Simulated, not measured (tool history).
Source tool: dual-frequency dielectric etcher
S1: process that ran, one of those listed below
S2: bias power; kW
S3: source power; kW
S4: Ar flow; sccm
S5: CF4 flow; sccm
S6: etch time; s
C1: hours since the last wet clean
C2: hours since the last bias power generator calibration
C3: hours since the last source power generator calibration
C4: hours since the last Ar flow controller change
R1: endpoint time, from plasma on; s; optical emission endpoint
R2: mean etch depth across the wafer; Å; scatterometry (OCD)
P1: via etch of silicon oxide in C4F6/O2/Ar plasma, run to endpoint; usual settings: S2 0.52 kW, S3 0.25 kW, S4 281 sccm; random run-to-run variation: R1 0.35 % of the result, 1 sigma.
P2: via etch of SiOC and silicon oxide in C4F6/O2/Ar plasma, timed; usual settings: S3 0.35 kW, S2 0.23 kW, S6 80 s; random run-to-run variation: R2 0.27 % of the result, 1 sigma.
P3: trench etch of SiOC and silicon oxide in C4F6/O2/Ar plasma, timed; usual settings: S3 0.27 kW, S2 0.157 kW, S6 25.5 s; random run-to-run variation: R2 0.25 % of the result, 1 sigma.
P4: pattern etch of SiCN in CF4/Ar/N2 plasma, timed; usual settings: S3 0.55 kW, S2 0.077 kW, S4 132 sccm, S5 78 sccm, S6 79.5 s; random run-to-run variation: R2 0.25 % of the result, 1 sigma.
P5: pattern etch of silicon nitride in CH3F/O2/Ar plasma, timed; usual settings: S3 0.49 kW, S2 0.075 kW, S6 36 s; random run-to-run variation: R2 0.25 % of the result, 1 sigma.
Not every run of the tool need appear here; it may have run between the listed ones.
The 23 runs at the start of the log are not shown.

run    day  S1     S2    S3   S4  S5    S6     C1      C2     C3      C4      R1      R2
 24    3.3  P2   0.23  0.35             80  519.4  1577.7  746.6  2674.9          938.55
 25  3.488  P1  0.704  0.25  376            523.9  1582.2  751.1  2679.4  40.949
 26  3.642  P1  0.634  0.25  361            527.6  1585.9  754.8  2683.1  42.799
      3.75  -- wet clean of the chamber
 27  3.788  P1   0.52  0.25  281                1  1589.4  758.3  2686.6  44.717
 28  3.917  P1   0.52  0.25  281              4.1  1592.5  761.4  2689.7  44.816
 29  4.092  P3  0.157  0.34           25.5    8.3  1596.7  765.6  2693.9           451.7
 30  4.267  P5  0.048  0.49             36   12.5  1600.9  769.8  2698.1          241.32
 31  4.375  P5  0.075  0.63             36   15.1  1603.5  772.4  2700.7          307.73
 32  4.517  P1   0.52  0.25  185             18.5  1606.9  775.8  2704.1  42.817
 33  4.679  P1   0.52  0.25  281             22.4  1610.8  779.7    2708  44.717
 34  4.829  P1   0.52  0.25  281               26  1614.4  783.3  2711.6  44.535
 35  4.917  P1   0.52  0.25  281             28.1  1616.5  785.4  2713.7  44.386
 36  5.079  P1   0.52  0.25  281               32  1620.4  789.3  2717.6   44.04
 37  5.254  P1   0.52  0.25  281             36.2  1624.6  793.5  2721.8  44.095
     5.296  -- Ar flow controller replaced
 38  5.358  P1   0.52  0.25  281             38.7  1627.1    796     1.5  44.065
 39  5.462  P1   0.52  0.25  281             41.2  1629.6  798.5       4  43.835
       5.5  -- wet clean of the chamber
 40  5.579  P1   0.52  0.25  281                2  1632.4  801.3     6.8  43.944
 41  5.729  P1   0.52  0.25  281              5.6    1636  804.9    10.4  43.892

Run 42 comes next. What will it give?
 42  5.825  P1  0.52  0.25  281          7.9  1638.3  807.2  12.7   ?

Run 42 measured R1 44.209 s.
